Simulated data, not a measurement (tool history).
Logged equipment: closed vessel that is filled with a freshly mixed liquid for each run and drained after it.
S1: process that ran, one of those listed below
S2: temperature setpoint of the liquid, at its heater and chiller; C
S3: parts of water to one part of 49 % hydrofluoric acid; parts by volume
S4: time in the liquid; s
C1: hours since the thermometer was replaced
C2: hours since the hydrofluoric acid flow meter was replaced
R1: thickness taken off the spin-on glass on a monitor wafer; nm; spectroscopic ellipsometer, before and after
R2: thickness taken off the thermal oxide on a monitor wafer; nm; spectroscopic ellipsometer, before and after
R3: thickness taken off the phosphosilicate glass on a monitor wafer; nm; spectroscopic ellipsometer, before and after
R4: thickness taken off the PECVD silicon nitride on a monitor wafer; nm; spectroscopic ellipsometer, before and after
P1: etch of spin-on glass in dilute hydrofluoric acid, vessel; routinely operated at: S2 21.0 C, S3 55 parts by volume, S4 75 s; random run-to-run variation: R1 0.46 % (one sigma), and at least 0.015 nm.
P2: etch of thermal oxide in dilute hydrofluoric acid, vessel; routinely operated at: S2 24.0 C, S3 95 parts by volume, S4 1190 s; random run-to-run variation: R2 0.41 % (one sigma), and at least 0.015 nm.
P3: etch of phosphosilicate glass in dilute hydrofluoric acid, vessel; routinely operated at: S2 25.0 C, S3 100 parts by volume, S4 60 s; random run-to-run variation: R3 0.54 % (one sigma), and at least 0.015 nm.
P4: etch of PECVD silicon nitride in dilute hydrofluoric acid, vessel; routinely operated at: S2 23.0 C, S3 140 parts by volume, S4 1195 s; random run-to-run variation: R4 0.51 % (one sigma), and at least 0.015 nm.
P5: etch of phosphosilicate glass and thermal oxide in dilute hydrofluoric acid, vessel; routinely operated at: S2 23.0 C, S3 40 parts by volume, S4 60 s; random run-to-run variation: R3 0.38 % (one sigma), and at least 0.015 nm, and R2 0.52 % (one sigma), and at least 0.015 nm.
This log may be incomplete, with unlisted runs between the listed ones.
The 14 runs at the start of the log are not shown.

Run 15, hour 142.9: S1 P1, S2 21.0 C, S3 55 parts by volume, S4 75 s; C1 1364.3; C2 502.8. Result: R1 29.361 nm.
Run 16, hour 150.3: S1 P5, S2 23.0 C, S3 40 parts by volume, S4 60 s; C1 1371.7; C2 510.2. Result: R2 7.4708 nm, R3 154.140 nm.
Run 17, hour 157.5: S1 P2, S2 24.0 C, S3 95 parts by volume, S4 1190 s; C1 1378.9; C2 517.4. Result: R2 55.9940 nm.
Run 18, hour 166.4: S1 P1, S2 21.0 C, S3 55 parts by volume, S4 40 s; C1 1387.8; C2 526.3. Result: R1 15.695 nm.
Run 19, hour 177.6: S1 P1, S2 21.0 C, S3 55 parts by volume, S4 75 s; C1 1399.0; C2 537.5. Result: R1 29.356 nm.
Run 20, hour 189.3: S1 P1, S2 21.0 C, S3 20 parts by volume, S4 75 s; C1 1410.7; C2 549.2. Result: R1 83.792 nm.
Run 21, hour 198.4: S1 P4, S2 23.0 C, S3 85 parts by volume, S4 1195 s; C1 1419.8; C2 558.3. Result: R4 63.636 nm.
Run 22, hour 204.8: S1 P4, S2 23.0 C, S3 140 parts by volume, S4 1915 s; C1 1426.2; C2 564.7. Result: R4 62.877 nm.
Run 23, hour 213.0: S1 P5, S2 23.0 C, S3 40 parts by volume, S4 30 s; C1 1434.4; C2 572.9. Result: R2 3.6939 nm, R3 76.886 nm.
Run 24, hour 223.7: S1 P1, S2 25.0 C, S3 55 parts by volume, S4 75 s; C1 1445.1; C2 583.6. Result: R1 34.544 nm.
Run 25, hour 234.0: S1 P1, S2 21.0 C, S3 55 parts by volume, S4 135 s; C1 1455.4; C2 593.9. Result: R1 52.387 nm.
Run 26, hour 245.8: S1 P1, S2 21.0 C, S3 55 parts by volume, S4 75 s; C1 1467.2; C2 605.7. Result: R1 29.384 nm.
Run 27, hour 251.4: S1 P1, S2 24.5 C, S3 20 parts by volume, S4 75 s; C1 1472.8; C2 611.3. Result: R1 97.793 nm.
Run 28, hour 262.5: S1 P1, S2 27.0 C, S3 55 parts by volume, S4 40 s; C1 1483.9; C2 622.4. Result: R1 19.819 nm.
Run 29, hour 270.8: S1 P3, S2 25.0 C, S3 100 parts by volume, S4 105 s; C1 1492.2; C2 630.7. Result: R3 188.430 nm.
Run 30, hour 276.8: S1 P1, S2 21.0 C, S3 55 parts by volume, S4 75 s; C1 1498.2; C2 636.7. Result: R1 29.061 nm.
Run 31, hour 288.5: S1 P1, S2 21.0 C, S3 55 parts by volume, S4 75 s; C1 1509.9; C2 648.4. Result: R1 29.167 nm.
Run 32, hour 295.0: S1 P2, S2 17.0 C, S3 95 parts by volume, S4 1190 s; C1 1516.4; C2 654.9. Result: R2 42.0000 nm.
Run 33, hour 303.6: S1 P2, S2 24.0 C, S3 45 parts by volume, S4 1190 s; C1 1525.0; C2 663.5. Result: R2 126.5300 nm.
Run 34, hour 315.3: S1 P1, S2 21.0 C, S3 55 parts by volume, S4 75 s; C1 1536.7; C2 675.2. Result: R1 29.411 nm.
Run 35, hour 320.9: S1 P1, S2 21.0 C, S3 55 parts by volume, S4 75 s; C1 1542.3; C2 680.8. Result: R1 28.661 nm.
Run 36, hour 331.2: S1 P1, S2 21.0 C, S3 55 parts by volume, S4 75 s; C1 1552.6; C2 691.1. Result: R1 28.255 nm.

Run 37 has not been measured yet. What should we expect?
Run 37, hour 343.3: S1 P1, S2 21.0 C, S3 55 parts by volume, S4 75 s; C1 1564.7; C2 703.2. Result: R1 ?.

{"run 37": {"R1": 27.796}}

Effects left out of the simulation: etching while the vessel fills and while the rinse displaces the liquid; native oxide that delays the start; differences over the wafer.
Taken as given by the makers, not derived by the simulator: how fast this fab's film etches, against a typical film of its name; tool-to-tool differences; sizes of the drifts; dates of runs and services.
